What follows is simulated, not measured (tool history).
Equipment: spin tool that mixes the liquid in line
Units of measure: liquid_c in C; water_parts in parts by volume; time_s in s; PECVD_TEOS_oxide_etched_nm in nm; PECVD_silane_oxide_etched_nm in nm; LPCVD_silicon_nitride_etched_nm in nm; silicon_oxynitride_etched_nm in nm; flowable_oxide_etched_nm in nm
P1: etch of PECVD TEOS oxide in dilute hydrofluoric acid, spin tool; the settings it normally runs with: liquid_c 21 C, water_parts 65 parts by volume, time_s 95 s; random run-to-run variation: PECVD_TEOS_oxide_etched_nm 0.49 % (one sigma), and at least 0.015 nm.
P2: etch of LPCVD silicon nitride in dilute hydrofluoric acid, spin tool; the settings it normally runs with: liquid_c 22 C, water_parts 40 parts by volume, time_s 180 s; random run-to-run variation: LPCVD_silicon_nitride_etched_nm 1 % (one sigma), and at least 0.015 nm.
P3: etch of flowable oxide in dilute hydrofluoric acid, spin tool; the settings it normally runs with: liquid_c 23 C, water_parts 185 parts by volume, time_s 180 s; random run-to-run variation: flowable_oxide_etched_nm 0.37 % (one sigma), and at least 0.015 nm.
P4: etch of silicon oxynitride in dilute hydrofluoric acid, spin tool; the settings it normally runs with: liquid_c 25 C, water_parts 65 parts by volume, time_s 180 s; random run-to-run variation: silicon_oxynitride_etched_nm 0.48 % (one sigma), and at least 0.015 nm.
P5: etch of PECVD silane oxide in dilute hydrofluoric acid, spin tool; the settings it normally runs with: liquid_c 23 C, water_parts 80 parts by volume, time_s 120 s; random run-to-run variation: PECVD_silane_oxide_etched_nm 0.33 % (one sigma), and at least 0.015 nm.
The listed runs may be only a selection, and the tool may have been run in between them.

run   hour  process  liquid_c  water_parts  time_s  hours since the thermometer was replaced  hours since the hydrofluoric acid flow meter was replaced  PECVD_TEOS_oxide_etched_nm  PECVD_silane_oxide_etched_nm  LPCVD_silicon_nitride_etched_nm  silicon_oxynitride_etched_nm  flowable_oxide_etched_nm
  1    5.4       P1        21           65      95                                    1277.2                                                     1000.8                      17.258
  2   10.8       P5        23           80     120                                    1282.6                                                     1006.2                                                    59.444
  3   17.2       P2        22           40     180                                      1289                                                     1012.6                                                                                      1.994
  4   22.2       P1        21           65      95                                      1294                                                     1017.6                      17.424
  5   28.1       P1        17           65      60                                    1299.9                                                     1023.5                      9.2187
  6   32.7       P4        25           65     180                                    1304.5                                                     1028.1                                                                                                                   12.281
  7   39.2       P3        23          185     180                                      1311                                                     1034.6                                                                                                                                             20.928
  8     49       P1        17           65      95                                    1320.8                                                     1044.4                      14.778
  9   58.1       P2        22           70     180                                    1329.9                                                     1053.5                                                                                     1.1486
 10   64.2       P1        21           25      95                                      1336                                                     1059.6                      47.475
 11   70.1       P1        21           65      95                                    1341.9                                                     1065.5                      17.426
 12   77.8       P4        25          100     180                                    1349.6                                                     1073.2                                                                                                                   7.7029
 13   85.6       P1      24.5           85      95                                    1357.4                                                       1081                      15.017
 14   94.1       P4        25           65      15                                    1365.9                                                     1089.5                                                                                                                    1.032
 15  101.1       P5        17           80     120                                    1372.9                                                     1096.5                                                    46.301
 16  108.4       P1        21           65      95                                    1380.2                                                     1103.8                      17.459
 17  116.6       P2        22           40     180                                    1388.4                                                       1112                                                                                     1.9696
 18  121.1       P1      27.5           65      95                                    1392.9                                                     1116.5                      22.649
 19    131       P1        21           65      35                                    1402.8                                                     1126.4                      6.3679
 20  138.3       P5        23          120     120                                    1410.1                                                     1133.7                                                    37.577
 21  144.8       P3        23          185      15                                    1416.6                                                     1140.2                                                                                                                                             1.7361
 22    152       P1        21           65      95                                    1423.8                                                     1147.4                      17.429
 23  161.7       P3        29          185     180                                    1433.5                                                     1157.1                                                                                                                                             26.091
 24  170.2       P4        17           65     180                                      1442                                                     1165.6                                                                                                                   8.2253
 25  177.9       P1        21           65      95                                    1449.7                                                     1173.3                      17.558
 26  186.5       P2        22           40     280                                    1458.3                                                     1181.9                                                                                     3.1038
 27  192.7       P1        21           65     165                                    1464.5                                                     1188.1                      30.286
 28  198.8       P3        23          105     180                                    1470.6                                                     1194.2                                                                                                                                             40.197
 29  204.9       P3        23          185     180                                    1476.7                                                     1200.3                                                                                                                                             20.963
 30  212.6       P2        17           40     180                                    1484.4                                                       1208                                                                                     1.4004
 31  217.2       P1        21          110      95                                      1489                                                     1212.6                      9.8052
 32  223.4       P5        23           80     185                                    1495.2                                                     1218.8                                                    90.929
 33  229.6       P4        25           65     180                                    1501.4                                                       1225                                                                                                                    12.19
 34  236.2       P1        21           20     140                                      1508                                                     1231.6                      87.827
 35  244.3       P1        21           65      95                                    1516.1                                                     1239.7                      17.338
 36  251.7       P1        21           65      95                                    1523.5                                                     1247.1                      17.379

Predict the results of run 37:
 37  258.2       P1        21           65      95                                      1530                                                     1253.6                           ?

{"run 37": {"PECVD_TEOS_oxide_etched_nm": 17.751}}
